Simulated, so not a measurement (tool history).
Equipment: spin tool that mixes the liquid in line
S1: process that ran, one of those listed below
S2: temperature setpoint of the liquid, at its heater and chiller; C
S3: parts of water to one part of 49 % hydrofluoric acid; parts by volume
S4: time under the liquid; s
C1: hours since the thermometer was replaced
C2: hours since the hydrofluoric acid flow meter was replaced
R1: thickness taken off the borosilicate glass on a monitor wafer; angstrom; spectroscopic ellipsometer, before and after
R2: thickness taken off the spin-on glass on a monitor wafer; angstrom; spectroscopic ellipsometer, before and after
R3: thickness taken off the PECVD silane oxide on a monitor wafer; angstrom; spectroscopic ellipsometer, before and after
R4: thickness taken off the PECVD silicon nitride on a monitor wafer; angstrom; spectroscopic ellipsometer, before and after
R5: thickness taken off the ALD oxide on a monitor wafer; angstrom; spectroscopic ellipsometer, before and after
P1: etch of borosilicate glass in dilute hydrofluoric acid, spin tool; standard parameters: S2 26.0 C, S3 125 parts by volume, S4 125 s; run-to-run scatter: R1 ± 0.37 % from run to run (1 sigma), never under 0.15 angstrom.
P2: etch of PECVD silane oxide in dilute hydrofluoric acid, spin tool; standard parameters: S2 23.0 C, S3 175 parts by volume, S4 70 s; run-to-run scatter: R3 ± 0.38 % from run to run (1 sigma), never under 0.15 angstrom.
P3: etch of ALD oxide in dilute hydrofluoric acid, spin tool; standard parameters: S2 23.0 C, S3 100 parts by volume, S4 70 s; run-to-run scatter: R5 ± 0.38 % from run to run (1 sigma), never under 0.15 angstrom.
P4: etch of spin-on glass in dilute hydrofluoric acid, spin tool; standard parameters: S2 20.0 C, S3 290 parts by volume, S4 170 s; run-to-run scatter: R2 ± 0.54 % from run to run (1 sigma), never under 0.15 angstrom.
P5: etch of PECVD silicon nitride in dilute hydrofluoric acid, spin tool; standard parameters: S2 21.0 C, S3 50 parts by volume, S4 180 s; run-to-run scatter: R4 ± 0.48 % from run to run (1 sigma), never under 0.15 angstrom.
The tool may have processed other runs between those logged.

| run | hour | S1 | S2 | S3 | S4 | C1 | C2 | R1 | R2 | R3 | R4 | R5 |
|---|---|---|---|---|---|---|---|---|---|---|---|---|
| 1 | 6.5 | P1 | 26.0 | 125 | 125 | 1362.0 | 310.4 | 463.230 |  |  |  |  |
| 2 | 15.8 | P4 | 20.0 | 290 | 170 | 1371.3 | 319.7 |  | 117.09 |  |  |  |
| 3 | 27.7 | P4 | 20.0 | 150 | 170 | 1383.2 | 331.6 |  | 259.25 |  |  |  |
| 4 | 35.2 | P2 | 23.0 | 175 | 70 | 1390.7 | 339.1 |  |  | 93.021 |  |  |
| 5 | 43.5 | P5 | 21.0 | 50 | 335 | 1399.0 | 347.4 |  |  |  | 192.830 |  |
| 6 | 50.2 | P2 | 23.0 | 175 | 70 | 1405.7 | 354.1 |  |  | 92.882 |  |  |
| 7 | 60.7 | P1 | 26.0 | 125 | 215 | 1416.2 | 364.6 | 800.380 |  |  |  |  |
|  | 62.2 | hydrofluoric acid flow meter replaced |
| 8 | 66.5 | P3 | 17.0 | 100 | 70 | 1422.0 | 4.4 |  |  |  |  | 113.920 |
| 9 | 74.1 | P1 | 21.0 | 125 | 125 | 1429.6 | 12.0 | 380.600 |  |  |  |  |
| 10 | 80.9 | P1 | 31.5 | 125 | 205 | 1436.4 | 18.8 | 934.980 |  |  |  |  |
| 11 | 92.3 | P1 | 26.0 | 125 | 125 | 1447.8 | 30.2 | 465.110 |  |  |  |  |
| 12 | 102.8 | P4 | 17.0 | 290 | 170 | 1458.3 | 40.7 |  | 103.22 |  |  |  |
| 13 | 113.7 | P3 | 23.0 | 100 | 70 | 1469.2 | 51.6 |  |  |  |  | 145.660 |
| 14 | 122.1 | P1 | 26.0 | 125 | 125 | 1477.6 | 60.0 | 463.060 |  |  |  |  |
|  | 126.0 | thermometer replaced |
| 15 | 129.2 | P1 | 30.0 | 125 | 125 | 3.2 | 67.1 | 538.340 |  |  |  |  |
| 16 | 138.7 | P5 | 21.0 | 50 | 180 | 12.7 | 76.6 |  |  |  | 103.440 |  |
| 17 | 148.7 | P1 | 26.0 | 125 | 125 | 22.7 | 86.6 | 461.300 |  |  |  |  |
| 18 | 158.1 | P1 | 26.0 | 35 | 125 | 32.1 | 96.0 | 1859.500 |  |  |  |  |
| 19 | 164.1 | P3 | 23.0 | 100 | 20 | 38.1 | 102.0 |  |  |  |  | 41.527 |
| 20 | 176.0 | P3 | 23.0 | 55 | 70 | 50.0 | 113.9 |  |  |  |  | 280.600 |
| 21 | 187.3 | P2 | 29.5 | 175 | 70 | 61.3 | 125.2 |  |  | 117.620 |  |  |
| 22 | 194.6 | P1 | 26.0 | 195 | 125 | 68.6 | 132.5 | 272.960 |  |  |  |  |
| 23 | 205.4 | P1 | 26.0 | 125 | 15 | 79.4 | 143.3 | 55.474 |  |  |  |  |
| 24 | 214.1 | P1 | 26.0 | 70 | 25 | 88.1 | 152.0 | 175.840 |  |  |  |  |
| 25 | 222.9 | P5 | 17.5 | 50 | 180 | 96.9 | 160.8 |  |  |  | 80.918 |  |
| 26 | 229.7 | P1 | 26.0 | 125 | 125 | 103.7 | 167.6 | 462.120 |  |  |  |  |
| 27 | 241.6 | P3 | 23.0 | 100 | 70 | 115.6 | 179.5 |  |  |  |  | 144.750 |
| 28 | 249.4 | P1 | 26.0 | 125 | 125 | 123.4 | 187.3 | 462.430 |  |  |  |  |
| 29 | 258.3 | P2 | 23.0 | 175 | 130 | 132.3 | 196.2 |  |  | 172.800 |  |  |
| 30 | 267.4 | P2 | 23.0 | 275 | 70 | 141.4 | 205.3 |  |  | 53.773 |  |  |
| 31 | 280.1 | P5 | 21.0 | 20 | 180 | 154.1 | 218.0 |  |  |  | 250.380 |  |
| 32 | 286.1 | P1 | 26.0 | 125 | 125 | 160.1 | 224.0 | 463.770 |  |  |  |  |
| 33 | 296.5 | P4 | 20.0 | 290 | 330 | 170.5 | 234.4 |  | 226.05 |  |  |  |
| 34 | 302.4 | P1 | 26.0 | 125 | 125 | 176.4 | 240.3 | 463.840 |  |  |  |  |
| 35 | 309.1 | P1 | 26.0 | 125 | 125 | 183.1 | 247.0 | 448.270 |  |  |  |  |
| 36 | 316.0 | P1 | 26.0 | 125 | 125 | 190.0 | 253.9 | 437.180 |  |  |  |  |
| 37 | 321.7 | P1 | 26.0 | 125 | 125 | 195.7 | 259.6 | 435.460 |  |  |  |  |
| 38 | 332.3 | P1 | 26.0 | 125 | 125 | 206.3 | 270.2 | 428.460 |  |  |  |  |

The next listed run, before its measurement:
| 39 | 338.7 | P1 | 26.0 | 125 | 125 | 212.7 | 276.6 | ? |  |  |  |  |

R1: 424.450 angstrom
